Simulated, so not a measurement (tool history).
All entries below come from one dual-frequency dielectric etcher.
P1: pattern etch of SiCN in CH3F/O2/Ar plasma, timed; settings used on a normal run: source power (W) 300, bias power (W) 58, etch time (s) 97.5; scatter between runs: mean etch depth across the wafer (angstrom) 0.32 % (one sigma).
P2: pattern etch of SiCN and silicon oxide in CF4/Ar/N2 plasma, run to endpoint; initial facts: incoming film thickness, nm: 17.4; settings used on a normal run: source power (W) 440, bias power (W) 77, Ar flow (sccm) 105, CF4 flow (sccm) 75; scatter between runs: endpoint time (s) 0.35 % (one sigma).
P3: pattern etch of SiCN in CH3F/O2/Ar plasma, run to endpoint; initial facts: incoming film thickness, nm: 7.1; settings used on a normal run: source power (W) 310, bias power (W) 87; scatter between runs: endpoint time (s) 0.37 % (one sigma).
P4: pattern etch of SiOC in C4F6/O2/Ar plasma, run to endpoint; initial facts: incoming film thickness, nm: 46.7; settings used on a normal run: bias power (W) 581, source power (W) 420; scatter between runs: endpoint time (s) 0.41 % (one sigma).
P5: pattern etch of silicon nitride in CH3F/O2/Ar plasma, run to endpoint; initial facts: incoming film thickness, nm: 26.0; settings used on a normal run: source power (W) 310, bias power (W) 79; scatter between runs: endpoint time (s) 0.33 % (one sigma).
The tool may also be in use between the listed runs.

run   hour  process that ran  source power (W)  bias power (W)  etch time (s)  Ar flow (sccm)  CF4 flow (sccm)  hours since the last wet clean  hours since the last source power generator calibration  hours since the last bias power generator calibration  mean etch depth across the wafer (angstrom)  endpoint time (s)
  1    9.9                P1               300              58           97.5                                                            194.7                                                    993.1                                                  450.1                                       310.65
  2   21.1                P3               430              87                                                                           205.9                                                   1004.3                                                  461.3                                                          16.790
  3   35.9                P4               420             581                                                                           220.7                                                   1019.1                                                  476.1                                                          14.816
  4   44.3                P1               300              78           97.5                                                            229.1                                                   1027.5                                                  484.5                                       345.17
      45.8  -- source power generator calibrated
      57.5  -- bias power generator calibrated
  5   59.2                P4               420             581                                                                           244.0                                                     13.4                                                    1.8                                                          14.785
  6   73.0                P1               300              58           53.5                                                            257.8                                                     27.2                                                   15.6                                       169.30
  7   85.3                P2               440              77                            105               75                           270.1                                                     39.5                                                   27.9                                                          19.769
  8   99.9                P2               440              77                            105               75                           284.7                                                     54.1                                                   42.5                                                          19.556
  9  110.5                P3               310              87                                                                           295.3                                                     64.7                                                   53.1                                                          18.895
 10  118.3                P1               380              58           97.5                                                            303.1                                                     72.5                                                   60.9                                       339.99
 11  130.9                P1               300              58           97.5                                                            315.7                                                     85.1                                                   73.5                                       311.44
 12  142.8                P2               440              77                            105               96                           327.6                                                     97.0                                                   85.4                                                          18.892
 13  149.6                P1               300              44           72.0                                                            334.4                                                    103.8                                                   92.2                                       209.27
 14  162.0                P2               550              77                            105               75                           346.8                                                    116.2                                                  104.6                                                          16.118
 15  169.8                P5               180              79                                                                           354.6                                                    124.0                                                  112.4                                                          49.164
 16  181.0                P2               440              77                            147               75                           365.8                                                    135.2                                                  123.6                                                          20.659
 17  191.5                P5               310             112                                                                           376.3                                                    145.7                                                  134.1                                                          35.577
 18  199.1                P4               330             581                                                                           383.9                                                    153.3                                                  141.7                                                          16.220
 19  207.6                P1               180              58           97.5                                                            392.4                                                    161.8                                                  150.2                                       256.48
 20  219.9                P4               420             793                                                                           404.7                                                    174.1                                                  162.5                                                          13.154
 21  231.0                P1               300              43           97.5                                                            415.8                                                    185.2                                                  173.6                                       282.52
 22  239.9                P3               310              87                                                                           424.7                                                    194.1                                                  182.5                                                          18.892
 23  247.1                P1               300              58           97.5                                                            431.9                                                    201.3                                                  189.7                                       312.04
 24  255.3                P5               310              79                                                                           440.1                                                    209.5                                                  197.9                                                          40.478
 25  267.6                P1               300              58           97.5                                                            452.4                                                    221.8                                                  210.2                                       312.26
 26  275.5                P1               300              58           97.5                                                            460.3                                                    229.7                                                  218.1                                       308.93
 27  288.7                P2               440              94                            105               75                           473.5                                                    242.9                                                  231.3                                                          18.305
 28  299.0                P1               300              58          136.5                                                            483.8                                                    253.2                                                  241.6                                       435.65
 29  314.0                P3               310              56                                                                           498.8                                                    268.2                                                  256.6                                                          22.120
 30  324.6                P1               300              58           97.5                                                            509.4                                                    278.8                                                  267.2                                       311.03
 31  334.7                P1               300              58           97.5                                                            519.5                                                    288.9                                                  277.3                                       312.75
 32  343.7                P1               300              58           97.5                                                            528.5                                                    297.9                                                  286.3                                       309.41
 33  354.2                P1               300              58           97.5                                                            539.0                                                    308.4                                                  296.8                                       308.42
 34  364.8                P1               300              58           97.5                                                            549.6                                                    319.0                                                  307.4                                       308.63
 35  375.5                P1               300              58           97.5                                                            560.3                                                    329.7                                                  318.1                                       307.84
     381.9  -- wet clean of the chamber
 36  384.8                P1               300              58           97.5                                                              2.9                                                    339.0                                                  327.4                                       306.09
 37  394.7                P1               300              58           97.5                                                             12.8                                                    348.9                                                  337.3                                       305.80
 38  402.3                P1               300              58           97.5                                                             20.4                                                    356.5                                                  344.9                                       307.44
 39  413.3                P1               300              58           97.5                                                             31.4                                                    367.5                                                  355.9                                       306.40
 40  427.6                P1               300              58           97.5                                                             45.7                                                    381.8                                                  370.2                                       307.20

Compared with where it was, what P1 gives has crept away. Each cause listed below fits the log as well as the rest, at the size given for it:
A: bias power that arrives under what is set, % = 4.6
B: source power that arrives under what is set, % = 4.18
The process output started creeping at around hour 334.7.
All other causes, with the reason each is excluded:
chamber walls in a state that lowers the etch rate, %: serviced at hour 381.9, after the drift had started, without restoring the earlier output

Of the 4 check runs below, each run on 2 wafers with the results averaged and each result still a question mark, which one would tell the listed causes apart?
check 1  441.9                P4               420             746                                                                                                                                                                                                                                                               ?
check 2  441.9                P2               440              92                            105               95                                                                                                                                                                                                               ?
check 3  441.9                P3               430              65                                                                                                                                                                                                                                                               ?
check 4  441.9                P5               210              94                                                                                                                                                                                                                                                               ?

Expected result of each check under each candidate cause:
  check             result    if A    if B
check 1  endpoint time (s)  13.702  13.662
check 2  endpoint time (s)  18.161  18.556
check 3  endpoint time (s)  18.841  18.843
check 4  endpoint time (s)  44.641  44.553
Separation of the two closest causes in each check, using whichever result separates them best: check 1 0.29 %; check 2 2.15 %; check 3 0.01 %; check 4 0.2 %
Check 2 is the one run that separates the causes; every other check would come out nearly the same whichever cause is at work.

Check 2 was then run and gave: endpoint time (s) 18.198. Which cause is it?

It is A: bias power that arrives under what is set, %.
